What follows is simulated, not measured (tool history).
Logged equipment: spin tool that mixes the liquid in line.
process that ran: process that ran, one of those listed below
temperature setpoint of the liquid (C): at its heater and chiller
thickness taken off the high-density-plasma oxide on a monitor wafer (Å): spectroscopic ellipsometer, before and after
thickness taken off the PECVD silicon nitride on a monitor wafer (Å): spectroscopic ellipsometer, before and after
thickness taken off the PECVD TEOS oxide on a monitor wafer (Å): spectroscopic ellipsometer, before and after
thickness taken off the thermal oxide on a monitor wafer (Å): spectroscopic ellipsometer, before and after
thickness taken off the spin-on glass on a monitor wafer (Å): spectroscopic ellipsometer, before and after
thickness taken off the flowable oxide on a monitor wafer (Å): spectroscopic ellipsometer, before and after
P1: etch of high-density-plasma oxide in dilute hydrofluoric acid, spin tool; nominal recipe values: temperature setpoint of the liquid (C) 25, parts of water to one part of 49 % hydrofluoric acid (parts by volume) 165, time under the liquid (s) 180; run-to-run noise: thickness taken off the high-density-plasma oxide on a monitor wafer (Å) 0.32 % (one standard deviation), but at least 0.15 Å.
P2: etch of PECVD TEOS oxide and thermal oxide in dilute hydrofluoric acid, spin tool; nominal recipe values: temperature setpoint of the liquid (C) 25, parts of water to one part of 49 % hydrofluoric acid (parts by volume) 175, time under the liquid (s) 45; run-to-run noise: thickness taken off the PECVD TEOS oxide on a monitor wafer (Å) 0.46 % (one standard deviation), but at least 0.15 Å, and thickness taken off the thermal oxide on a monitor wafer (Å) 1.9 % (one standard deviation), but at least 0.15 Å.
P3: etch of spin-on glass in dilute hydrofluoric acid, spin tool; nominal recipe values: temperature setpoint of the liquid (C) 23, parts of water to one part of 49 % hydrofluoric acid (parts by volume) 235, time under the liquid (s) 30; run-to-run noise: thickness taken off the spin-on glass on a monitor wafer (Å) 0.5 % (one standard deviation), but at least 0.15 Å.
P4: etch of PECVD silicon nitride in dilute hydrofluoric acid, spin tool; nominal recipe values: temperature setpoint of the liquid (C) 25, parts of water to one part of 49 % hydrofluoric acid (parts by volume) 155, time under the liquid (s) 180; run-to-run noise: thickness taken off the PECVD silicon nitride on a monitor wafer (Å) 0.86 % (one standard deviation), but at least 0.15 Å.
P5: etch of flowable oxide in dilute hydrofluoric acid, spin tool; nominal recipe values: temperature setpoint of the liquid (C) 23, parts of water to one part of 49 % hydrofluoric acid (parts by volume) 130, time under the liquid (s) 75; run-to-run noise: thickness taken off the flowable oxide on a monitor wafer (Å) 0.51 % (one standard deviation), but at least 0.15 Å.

run   hour  process that ran  temperature setpoint of the liquid (C)  parts of water to one part of 49 % hydrofluoric acid (parts by volume)  time under the liquid (s)  thickness taken off the high-density-plasma oxide on a monitor wafer (Å)  thickness taken off the PECVD silicon nitride on a monitor wafer (Å)  thickness taken off the PECVD TEOS oxide on a monitor wafer (Å)  thickness taken off the thermal oxide on a monitor wafer (Å)  thickness taken off the spin-on glass on a monitor wafer (Å)  thickness taken off the flowable oxide on a monitor wafer (Å)
  1    3.5                P1                                      25                                                                     165                        180                                                                    70.792
  2   11.1                P4                                    30.5                                                                     155                        180                                                                                                                                          35.589
  3   17.5                P1                                    29.5                                                                     165                        180                                                                     83.82
  4   24.2                P1                                      25                                                                     165                        180                                                                      70.8
  5   31.1                P1                                    17.5                                                                     165                         15                                                                    4.2485
  6   36.6                P1                                      25                                                                     100                        180                                                                    126.47
  7   41.2                P2                                      25                                                                     175                         65                                                                                                                                                                                                           93.169                                                        18.458
  8   47.5                P1                                      21                                                                     165                        180                                                                     60.78
  9     51                P4                                      25                                                                     275                        180                                                                                                                                          14.262
 10   55.1                P3                                      23                                                                     235                         60                                                                                                                                                                                                                                                                                                                                       150.56
 11   62.7                P5                                      23                                                                     130                         75                                                                                                                                                                                                                                                                                                                                                                                                      146.33
 12   69.5                P4                                      25                                                                     155                        180                                                                                                                                          24.968
 13   75.3                P1                                    20.5                                                                     165                        315                                                                    104.07
 14   78.9                P1                                      25                                                                     270                        265                                                                    56.948
 15     84                P3                                      23                                                                     235                         30                                                                                                                                                                                                                                                                                                                                       75.131
 16     90                P2                                      25                                                                     325                         45                                                                                                                                                                                                           29.474                                                        5.2719
 17   97.9                P3                                      23                                                                     235                         30                                                                                                                                                                                                                                                                                                                                       74.772
 18  103.9                P2                                      25                                                                     175                         45                                                                                                                                                                                                           64.189                                                         12.35
 19  108.7                P1                                      25                                                                     165                        180                                                                    70.776
 20  115.3                P1                                      25                                                                     165                         60                                                                    23.274
 21    121                P3                                      17                                                                     235                         30                                                                                                                                                                                                                                                                                                                                       59.598
 22  126.9                P1                                      25                                                                     165                        180                                                                    70.521
 23  131.6                P1                                      25                                                                     165                        290                                                                    114.18
 24  136.4                P4                                      25                                                                     155                        180                                                                                                                                          24.798
 25  143.8                P5                                      23                                                                     130                        130                                                                                                                                                                                                                                                                                                                                                                                                      254.84
 26  148.1                P3                                      23                                                                     380                         30                                                                                                                                                                                                                                                                                                                                       40.316
 27  154.4                P5                                      23                                                                     130                         75                                                                                                                                                                                                                                                                                                                                                                                                      145.28
 28  158.9                P2                                    20.5                                                                     175                         45                                                                                                                                                                                                           53.701                                                        10.565
 29  164.9                P1                                      25                                                                     165                        180                                                                    70.922
 30  170.7                P4                                      25                                                                     155                         25                                                                                                                                          3.5898
 31  175.9                P1                                      25                                                                     165                        180                                                                    70.598
 32  181.8                P5                                      23                                                                     205                         75                                                                                                                                                                                                                                                                                                                                                                                                       86.12
 33  187.4                P5                                      19                                                                     130                         75                                                                                                                                                                                                                                                                                                                                                                                                      124.29
 34  195.3                P1                                      25                                                                     255                        180                                                                    41.332
 35  199.1                P1                                      25                                                                     165                        180                                                                    70.922
 36  202.7                P1                                      25                                                                     165                        180                                                                        70
 37  209.6                P1                                      25                                                                     165                        180                                                                    68.063
 38  214.8                P1                                      25                                                                     165                        180                                                                    67.528
 39  221.3                P1                                      25                                                                     165                        180                                                                    67.314
 40  228.8                P1                                      25                                                                     165                        180                                                                    67.067

Expected results for the next run?
 41  235.4                P1                                      25                                                                     165                        180                                                                         ?

{"run 41": {"thickness taken off the high-density-plasma oxide on a monitor wafer (Å)": 66.778}}
